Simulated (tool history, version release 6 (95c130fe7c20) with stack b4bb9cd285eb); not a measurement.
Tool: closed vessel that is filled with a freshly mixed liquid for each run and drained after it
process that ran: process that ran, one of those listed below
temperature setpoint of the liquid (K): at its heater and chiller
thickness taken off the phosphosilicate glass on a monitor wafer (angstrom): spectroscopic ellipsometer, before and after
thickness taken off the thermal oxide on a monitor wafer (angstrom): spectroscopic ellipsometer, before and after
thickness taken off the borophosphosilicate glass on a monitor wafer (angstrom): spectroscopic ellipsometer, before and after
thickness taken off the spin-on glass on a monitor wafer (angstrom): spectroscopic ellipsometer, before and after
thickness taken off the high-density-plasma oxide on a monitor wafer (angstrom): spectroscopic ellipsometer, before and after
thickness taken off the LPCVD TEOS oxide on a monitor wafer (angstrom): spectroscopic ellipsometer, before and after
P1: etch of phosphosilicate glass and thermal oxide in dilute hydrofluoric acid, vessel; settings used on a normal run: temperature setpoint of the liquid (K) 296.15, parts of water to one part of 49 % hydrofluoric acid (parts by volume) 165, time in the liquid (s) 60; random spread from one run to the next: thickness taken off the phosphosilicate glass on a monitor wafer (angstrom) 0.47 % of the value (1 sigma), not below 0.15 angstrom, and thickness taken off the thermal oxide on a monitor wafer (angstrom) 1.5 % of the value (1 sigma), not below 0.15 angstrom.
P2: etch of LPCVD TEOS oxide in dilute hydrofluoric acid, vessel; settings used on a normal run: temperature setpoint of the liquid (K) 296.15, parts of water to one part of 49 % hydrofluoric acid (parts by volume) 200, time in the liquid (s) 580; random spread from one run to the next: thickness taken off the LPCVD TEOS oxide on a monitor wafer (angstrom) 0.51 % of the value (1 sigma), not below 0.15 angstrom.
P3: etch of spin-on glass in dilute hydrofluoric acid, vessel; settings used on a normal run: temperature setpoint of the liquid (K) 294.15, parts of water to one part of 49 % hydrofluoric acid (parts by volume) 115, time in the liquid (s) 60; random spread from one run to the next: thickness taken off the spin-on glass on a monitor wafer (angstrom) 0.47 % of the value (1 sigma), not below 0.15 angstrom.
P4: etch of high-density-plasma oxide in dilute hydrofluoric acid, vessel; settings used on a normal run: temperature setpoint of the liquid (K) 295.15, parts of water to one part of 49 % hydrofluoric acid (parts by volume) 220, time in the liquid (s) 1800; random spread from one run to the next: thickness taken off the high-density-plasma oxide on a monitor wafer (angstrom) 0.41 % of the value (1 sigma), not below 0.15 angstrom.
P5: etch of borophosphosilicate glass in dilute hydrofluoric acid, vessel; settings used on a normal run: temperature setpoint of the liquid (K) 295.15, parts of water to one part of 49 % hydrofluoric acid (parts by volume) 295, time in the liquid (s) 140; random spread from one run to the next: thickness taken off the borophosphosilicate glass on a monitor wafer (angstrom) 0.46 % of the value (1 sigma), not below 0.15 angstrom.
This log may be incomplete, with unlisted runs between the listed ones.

| run | hour | process that ran | temperature setpoint of the liquid (K) | parts of water to one part of 49 % hydrofluoric acid (parts by volume) | time in the liquid (s) | hours since the thermometer was replaced | hours since the hydrofluoric acid flow meter was replaced | thickness taken off the phosphosilicate glass on a monitor wafer (angstrom) | thickness taken off the thermal oxide on a monitor wafer (angstrom) | thickness taken off the borophosphosilicate glass on a monitor wafer (angstrom) | thickness taken off the spin-on glass on a monitor wafer (angstrom) | thickness taken off the high-density-plasma oxide on a monitor wafer (angstrom) | thickness taken off the LPCVD TEOS oxide on a monitor wafer (angstrom) |
|---|---|---|---|---|---|---|---|---|---|---|---|---|---|
| 1 | 5.2 | P1 | 296.15 | 165 | 60 | 981.7 | 1256.3 | 435.28 | 15.258 |  |  |  |  |
| 2 | 9.9 | P1 | 296.15 | 165 | 35 | 986.4 | 1261 | 255.67 | 9.428 |  |  |  |  |
| 3 | 13 | P5 | 295.15 | 530 | 140 | 989.5 | 1264.1 |  |  | 117.57 |  |  |  |
| 4 | 16 | P3 | 294.15 | 115 | 110 | 992.5 | 1267.1 |  |  |  | 236.48 |  |  |
| 5 | 21.7 | P1 | 296.15 | 280 | 60 | 998.2 | 1272.8 | 230.03 | 7.6746 |  |  |  |  |
| 6 | 25.8 | P1 | 296.15 | 165 | 60 | 1002.3 | 1276.9 | 438.45 | 15.038 |  |  |  |  |
| 7 | 29.4 | P4 | 295.15 | 220 | 30 | 1005.9 | 1280.5 |  |  |  |  | 6.4669 |  |
| 8 | 34 | P1 | 296.15 | 165 | 105 | 1010.5 | 1285.1 | 772.45 | 27.671 |  |  |  |  |
| 9 | 36.9 | P5 | 295.15 | 295 | 140 | 1013.4 | 1288 |  |  | 258.97 |  |  |  |
| 10 | 39.8 | P5 | 302.15 | 295 | 140 | 1016.3 | 1290.9 |  |  | 328.37 |  |  |  |
| 11 | 42.6 | P5 | 295.15 | 295 | 65 | 1019.1 | 1293.7 |  |  | 120 |  |  |  |
| 12 | 45.2 | P1 | 292.65 | 165 | 85 | 1021.7 | 1296.3 | 543.04 | 19.054 |  |  |  |  |
| 13 | 50.5 | P1 | 296.15 | 90 | 60 | 1027 | 1301.6 | 879.62 | 31.407 |  |  |  |  |
|  | 52.5 | hydrofluoric acid flow meter replaced |
| 14 | 54.9 | P1 | 303.65 | 65 | 60 | 1031.4 | 2.5 | 1690.2 | 60.349 |  |  |  |  |
| 15 | 60.7 | P4 | 290.15 | 220 | 1800 | 1037.2 | 8.3 |  |  |  |  | 321.76 |  |
| 16 | 63.8 | P4 | 295.15 | 220 | 1800 | 1040.3 | 11.4 |  |  |  |  | 391.01 |  |
| 17 | 67.8 | P3 | 302.15 | 115 | 60 | 1044.3 | 15.4 |  |  |  | 175.8 |  |  |
| 18 | 72.7 | P2 | 304.15 | 200 | 580 | 1049.2 | 20.3 |  |  |  |  |  | 578.73 |
| 19 | 78.1 | P1 | 296.15 | 165 | 60 | 1054.6 | 25.7 | 439.98 | 15.44 |  |  |  |  |
| 20 | 83.4 | P2 | 296.15 | 60 | 580 | 1059.9 | 31 |  |  |  |  |  | 1719.6 |
| 21 | 89.1 | P3 | 294.15 | 115 | 60 | 1065.6 | 36.7 |  |  |  | 130.34 |  |  |
| 22 | 92.1 | P1 | 296.15 | 165 | 60 | 1068.6 | 39.7 | 440.48 | 15.541 |  |  |  |  |
| 23 | 97.9 | P4 | 295.15 | 315 | 1800 | 1074.4 | 45.5 |  |  |  |  | 248.06 |  |
| 24 | 100.7 | P1 | 290.15 | 165 | 60 | 1077.2 | 48.3 | 347.3 | 12.184 |  |  |  |  |
| 25 | 105.4 | P2 | 296.15 | 200 | 580 | 1081.9 | 53 |  |  |  |  |  | 432.57 |
| 26 | 109.2 | P3 | 294.15 | 20 | 60 | 1085.7 | 56.8 |  |  |  | 829.21 |  |  |
| 27 | 112.2 | P5 | 295.15 | 295 | 140 | 1088.7 | 59.8 |  |  | 257.39 |  |  |  |
| 28 | 115.7 | P2 | 296.15 | 200 | 110 | 1092.2 | 63.3 |  |  |  |  |  | 82.661 |
| 29 | 120.8 | P1 | 303.15 | 165 | 30 | 1097.3 | 68.4 | 282.08 | 10.056 |  |  |  |  |

Run 30 is up next; what results do you expect?
| 30 | 126.3 | P1 | 296.15 | 165 | 60 | 1102.8 | 73.9 | ? | ? |  |  |  |  |

thickness taken off the phosphosilicate glass on a monitor wafer (angstrom): 436.8
thickness taken off the thermal oxide on a monitor wafer (angstrom): 15.519
